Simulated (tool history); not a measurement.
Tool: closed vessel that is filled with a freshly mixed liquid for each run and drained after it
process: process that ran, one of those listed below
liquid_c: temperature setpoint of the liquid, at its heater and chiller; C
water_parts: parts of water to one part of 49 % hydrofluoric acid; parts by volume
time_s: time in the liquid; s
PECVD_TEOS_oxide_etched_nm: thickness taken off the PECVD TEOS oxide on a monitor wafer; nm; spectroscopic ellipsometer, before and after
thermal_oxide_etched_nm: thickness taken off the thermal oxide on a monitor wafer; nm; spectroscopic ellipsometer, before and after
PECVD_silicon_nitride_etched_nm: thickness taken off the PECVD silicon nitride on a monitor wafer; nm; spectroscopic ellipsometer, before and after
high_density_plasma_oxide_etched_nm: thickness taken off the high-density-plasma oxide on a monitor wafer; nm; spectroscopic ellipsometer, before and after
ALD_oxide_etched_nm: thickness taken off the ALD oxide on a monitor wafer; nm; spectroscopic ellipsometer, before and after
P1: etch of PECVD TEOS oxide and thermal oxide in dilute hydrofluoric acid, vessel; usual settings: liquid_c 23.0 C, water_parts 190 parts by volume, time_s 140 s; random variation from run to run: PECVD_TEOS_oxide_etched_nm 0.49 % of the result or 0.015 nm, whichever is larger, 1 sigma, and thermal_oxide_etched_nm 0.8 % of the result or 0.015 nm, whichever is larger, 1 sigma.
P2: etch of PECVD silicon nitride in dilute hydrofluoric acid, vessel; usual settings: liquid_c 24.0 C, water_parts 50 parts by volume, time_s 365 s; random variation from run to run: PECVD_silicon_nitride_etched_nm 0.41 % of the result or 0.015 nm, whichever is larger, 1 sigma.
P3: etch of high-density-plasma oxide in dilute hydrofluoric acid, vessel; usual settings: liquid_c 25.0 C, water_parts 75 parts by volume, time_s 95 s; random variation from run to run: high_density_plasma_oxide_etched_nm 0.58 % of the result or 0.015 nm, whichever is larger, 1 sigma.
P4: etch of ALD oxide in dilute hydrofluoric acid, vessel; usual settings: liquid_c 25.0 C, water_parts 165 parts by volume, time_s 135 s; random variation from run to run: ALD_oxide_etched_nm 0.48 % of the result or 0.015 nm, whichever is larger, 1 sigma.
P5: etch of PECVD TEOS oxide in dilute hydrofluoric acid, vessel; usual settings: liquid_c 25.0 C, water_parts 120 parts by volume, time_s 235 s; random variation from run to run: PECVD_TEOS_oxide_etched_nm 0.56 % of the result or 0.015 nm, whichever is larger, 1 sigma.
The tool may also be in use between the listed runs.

run     day  process  liquid_c  water_parts  time_s  hours since the thermometer was replaced  hours since the hydrofluoric acid flow meter was replaced  PECVD_TEOS_oxide_etched_nm  thermal_oxide_etched_nm  PECVD_silicon_nitride_etched_nm  high_density_plasma_oxide_etched_nm  ALD_oxide_etched_nm
  1   0.404       P1      23.0          190     140                                     173.7                                                      318.6                     16.3480                  3.08570
  2   0.933       P1      23.0          190     140                                     186.4                                                      331.3                     16.2140                  3.12550
  3   1.196       P2      30.5           50     365                                     192.7                                                      337.6                                                                                40.439
  4   1.729       P1      23.0          340      30                                     205.5                                                      350.4                      1.6394                  0.30859
  5   2.150       P1      23.0          190     275                                     215.6                                                      360.5                     31.8000                  6.04530
  6   2.617       P2      24.0           20     365                                     226.8                                                      371.7                                                                                63.808
  7   2.846       P2      24.0           50     365                                     232.3                                                      377.2                                                                                26.067
  8   3.179       P3      25.0          110      95                                     240.3                                                      385.2                                                                                                                     6.5294
  9   3.458       P4      25.0          165      35                                     247.0                                                      391.9                                                                                                                                          6.4066
 10   3.717       P1      23.0          190     140                                     253.2                                                      398.1                     16.1630                  3.10250
 11   4.096       P4      20.5          165     135                                     262.3                                                      407.2                                                                                                                                         20.8500
 12   4.362       P3      21.5           75      95                                     268.7                                                      413.6                                                                                                                     8.6770
 13   4.858       P5      25.0          120     235                                     280.6                                                      425.5                     24.1000
 14   5.183       P1      23.0          190     140                                     288.4                                                      433.3                     16.2090                  3.12800
 15   5.638       P1      23.0          190     140                                     299.3                                                      444.2                     16.0530                  3.12150
 16   6.033       P5      25.0          120      30                                     308.8                                                      453.7                      3.0781
 17   6.425       P2      24.0           50     535                                     318.2                                                      463.1                                                                                38.669
 18   6.858       P5      17.0          120     235                                     328.6                                                      473.5                     17.3880
 19   7.288       P1      30.5          190     140                                     338.9                                                      483.8                     21.3420                  4.05080
 20   7.554       P3      25.0           75     165                                     345.3                                                      490.2                                                                                                                    17.2420
 21   8.079       P1      23.0          320      80                                     357.9                                                      502.8                      4.8604                  0.93322
 22   8.458       P4      25.0           55     135                                     367.0                                                      511.9                                                                                                                                         85.3860
 23   8.975       P1      23.0           60     140                                     379.4                                                      524.3                     59.8250                 11.37100
 24   9.467       P1      23.0          280     140                                     391.2                                                      536.1                     10.0140                  1.90610
 25   9.704       P5      25.0          185     235                                     396.9                                                      541.8                     14.4120
 26  10.083       P1      18.0          190     140                                     406.0                                                      550.9                     13.3590                  2.56220
 27  10.408       P3      25.0           75      95                                     413.8                                                      558.7                                                                                                                    10.0380
 28  10.900       P4      25.0          165     135                                     425.6                                                      570.5                                                                                                                                         24.7300
 29  11.354       P1      23.0          190      60                                     436.5                                                      581.4                      6.9490                  1.33670
 30  11.833       P1      23.0          190     140                                     448.0                                                      592.9                     16.1330                  3.03140
 31  12.196       P1      23.0          190     140                                     456.7                                                      601.6                     16.7370                  3.20080
 32  12.712       P1      23.0          190     140                                     469.1                                                      614.0                     17.0800                  3.34060
 33  13.125       P1      23.0          190     140                                     479.0                                                      623.9                     17.3660                  3.37630
 34  13.588       P1      23.0          190     140                                     490.1                                                      635.0                     17.5700                  3.40130
 35  13.933       P1      23.0          190     140                                     498.4                                                      643.3                     17.3850                  3.41740
 36  14.454       P1      23.0          190     140                                     510.9                                                      655.8                     17.5410                  3.45510
 37  14.721       P1      23.0          190     140                                     517.3                                                      662.2                     17.6260                  3.39100
 38  15.167       P1      23.0          190     140                                     528.0                                                      672.9                     17.6990                  3.44850
 39  15.521       P1      23.0          190     140                                     536.5                                                      681.4                     17.5810                  3.40460

What P1 gives has crept away from where it was. These 2 causes fit the log equally well, each at the size given:
A: liquid hotter than its thermometer reads (K) = 2.42
B: hydrofluoric acid flow above the setpoint (%) = 7.79
The creep began at about day 11.833.

4 check runs are offered, one wafer each, their results left as question marks. Which one tells the causes apart?
check 1  15.875       P3      25.0           75      95                                                                                                                                                                                                                               ?
check 2  15.875       P2      24.0           50     365                                                                                                                                                                                          ?
check 3  15.875       P4      25.0          165     135                                                                                                                                                                                                                                                    ?
check 4  15.875       P5      25.0          120     235                                                                                                                                ?

What each check would give under each cause:
  check                               result     if A     if B
check 1  high_density_plasma_oxide_etched_nm  11.0090  10.8590
check 2      PECVD_silicon_nitride_etched_nm   30.834   28.224
check 3                  ALD_oxide_etched_nm  27.0640  27.0450
check 4           PECVD_TEOS_oxide_etched_nm  26.2920  26.1120
How far apart the two closest causes lie, in the result that separates them most: check 1 1.37 %; check 2 8.84 %; check 3 0.07 %; check 4 0.69 %
Check 2 tells the causes apart: in the others they would give nearly the same result.

Check 2 was then run and gave: PECVD_silicon_nitride_etched_nm 30.918 nm. Which cause is it?

It is A: liquid hotter than its thermometer reads (K).
